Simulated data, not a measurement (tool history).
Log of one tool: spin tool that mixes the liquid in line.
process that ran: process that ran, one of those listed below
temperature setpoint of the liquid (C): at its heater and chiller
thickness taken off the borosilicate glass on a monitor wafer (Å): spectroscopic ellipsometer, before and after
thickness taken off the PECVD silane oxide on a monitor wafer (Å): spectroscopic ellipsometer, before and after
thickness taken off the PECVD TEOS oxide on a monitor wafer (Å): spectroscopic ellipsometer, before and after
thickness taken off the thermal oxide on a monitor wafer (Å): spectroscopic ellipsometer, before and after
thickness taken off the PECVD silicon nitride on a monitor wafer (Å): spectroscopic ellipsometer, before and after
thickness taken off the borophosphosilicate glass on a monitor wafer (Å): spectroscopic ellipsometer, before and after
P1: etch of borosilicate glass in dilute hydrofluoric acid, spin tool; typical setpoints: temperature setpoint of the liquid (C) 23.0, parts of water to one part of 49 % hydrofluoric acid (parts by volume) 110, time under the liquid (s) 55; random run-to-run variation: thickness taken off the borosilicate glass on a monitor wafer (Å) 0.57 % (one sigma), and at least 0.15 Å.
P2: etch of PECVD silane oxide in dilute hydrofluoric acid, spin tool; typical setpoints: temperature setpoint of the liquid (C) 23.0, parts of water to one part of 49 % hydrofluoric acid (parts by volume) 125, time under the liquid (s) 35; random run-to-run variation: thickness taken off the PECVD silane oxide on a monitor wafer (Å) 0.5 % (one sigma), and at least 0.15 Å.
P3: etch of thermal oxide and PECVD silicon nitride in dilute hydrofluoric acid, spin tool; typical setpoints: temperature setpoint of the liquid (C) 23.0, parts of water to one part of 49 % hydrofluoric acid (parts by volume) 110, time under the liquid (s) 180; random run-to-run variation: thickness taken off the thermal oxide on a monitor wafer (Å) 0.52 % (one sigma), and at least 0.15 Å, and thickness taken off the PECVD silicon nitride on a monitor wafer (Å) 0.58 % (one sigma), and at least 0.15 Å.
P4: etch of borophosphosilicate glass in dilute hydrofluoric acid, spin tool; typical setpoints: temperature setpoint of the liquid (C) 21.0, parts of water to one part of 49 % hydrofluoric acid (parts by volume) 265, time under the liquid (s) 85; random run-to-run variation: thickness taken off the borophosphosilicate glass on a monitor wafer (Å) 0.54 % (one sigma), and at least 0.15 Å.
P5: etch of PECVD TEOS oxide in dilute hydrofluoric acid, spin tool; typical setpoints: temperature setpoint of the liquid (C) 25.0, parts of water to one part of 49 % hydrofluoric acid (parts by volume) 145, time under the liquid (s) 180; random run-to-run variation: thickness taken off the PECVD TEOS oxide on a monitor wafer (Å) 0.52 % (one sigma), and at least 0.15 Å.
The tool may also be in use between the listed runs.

| run | hour | process that ran | temperature setpoint of the liquid (C) | parts of water to one part of 49 % hydrofluoric acid (parts by volume) | time under the liquid (s) | hours since the thermometer was replaced | hours since the hydrofluoric acid flow meter was replaced | thickness taken off the borosilicate glass on a monitor wafer (Å) | thickness taken off the PECVD silane oxide on a monitor wafer (Å) | thickness taken off the PECVD TEOS oxide on a monitor wafer (Å) | thickness taken off the thermal oxide on a monitor wafer (Å) | thickness taken off the PECVD silicon nitride on a monitor wafer (Å) | thickness taken off the borophosphosilicate glass on a monitor wafer (Å) |
|---|---|---|---|---|---|---|---|---|---|---|---|---|---|
| 1 | 7.0 | P1 | 23.0 | 110 | 55 | 837.4 | 271.7 | 134.610 |  |  |  |  |  |
| 2 | 17.1 | P2 | 23.0 | 125 | 35 | 847.5 | 281.8 |  | 103.930 |  |  |  |  |
| 3 | 23.1 | P1 | 23.0 | 110 | 55 | 853.5 | 287.8 | 135.090 |  |  |  |  |  |
| 4 | 31.3 | P5 | 33.5 | 145 | 180 | 861.7 | 296.0 |  |  | 444.92 |  |  |  |
| 5 | 40.8 | P5 | 25.0 | 55 | 180 | 871.2 | 305.5 |  |  | 976.97 |  |  |  |
| 6 | 52.1 | P1 | 23.0 | 35 | 55 | 882.5 | 316.8 | 467.710 |  |  |  |  |  |
| 7 | 59.9 | P3 | 31.0 | 110 | 180 | 890.3 | 324.6 |  |  |  | 96.336 | 61.455 |  |
| 8 | 69.8 | P5 | 25.0 | 145 | 180 | 900.2 | 334.5 |  |  | 326.02 |  |  |  |
| 9 | 76.1 | P1 | 23.0 | 110 | 80 | 906.5 | 340.8 | 198.580 |  |  |  |  |  |
| 10 | 84.2 | P1 | 17.0 | 110 | 15 | 914.6 | 348.9 | 29.096 |  |  |  |  |  |
| 11 | 93.5 | P2 | 23.0 | 205 | 35 | 923.9 | 358.2 |  | 58.853 |  |  |  |  |
| 12 | 99.0 | P1 | 17.0 | 110 | 55 | 929.4 | 363.7 | 106.720 |  |  |  |  |  |
| 13 | 105.5 | P1 | 23.0 | 110 | 55 | 935.9 | 370.2 | 135.720 |  |  |  |  |  |
| 14 | 112.7 | P1 | 23.0 | 190 | 55 | 943.1 | 377.4 | 72.471 |  |  |  |  |  |
| 15 | 120.5 | P3 | 23.0 | 180 | 180 | 950.9 | 385.2 |  |  |  | 40.257 | 22.372 |  |
| 16 | 129.2 | P1 | 23.0 | 110 | 20 | 959.6 | 393.9 | 49.728 |  |  |  |  |  |
| 17 | 140.9 | P3 | 23.0 | 110 | 180 | 971.3 | 405.6 |  |  |  | 70.764 | 36.384 |  |
| 18 | 152.5 | P4 | 21.0 | 90 | 85 | 982.9 | 417.2 |  |  |  |  |  | 406.420 |
| 19 | 163.0 | P5 | 25.0 | 145 | 350 | 993.4 | 427.7 |  |  | 641.18 |  |  |  |
| 20 | 174.6 | P4 | 21.0 | 265 | 155 | 1005.0 | 439.3 |  |  |  |  |  | 207.850 |
| 21 | 184.6 | P4 | 17.0 | 265 | 85 | 1015.0 | 449.3 |  |  |  |  |  | 99.569 |
| 22 | 190.6 | P1 | 27.0 | 195 | 55 | 1021.0 | 455.3 | 81.166 |  |  |  |  |  |
| 23 | 199.4 | P2 | 17.0 | 125 | 35 | 1029.8 | 464.1 |  | 82.277 |  |  |  |  |
| 24 | 205.4 | P1 | 23.0 | 110 | 55 | 1035.8 | 470.1 | 136.740 |  |  |  |  |  |
| 25 | 213.3 | P1 | 23.0 | 110 | 55 | 1043.7 | 478.0 | 136.420 |  |  |  |  |  |
| 26 | 222.2 | P1 | 23.0 | 110 | 55 | 1052.6 | 486.9 | 136.860 |  |  |  |  |  |

Run 27 has not been measured yet. What should we expect?
| 27 | 232.0 | P4 | 21.0 | 265 | 85 | 1062.4 | 496.7 |  |  |  |  |  | ? |

thickness taken off the borophosphosilicate glass on a monitor wafer (Å): 116.250

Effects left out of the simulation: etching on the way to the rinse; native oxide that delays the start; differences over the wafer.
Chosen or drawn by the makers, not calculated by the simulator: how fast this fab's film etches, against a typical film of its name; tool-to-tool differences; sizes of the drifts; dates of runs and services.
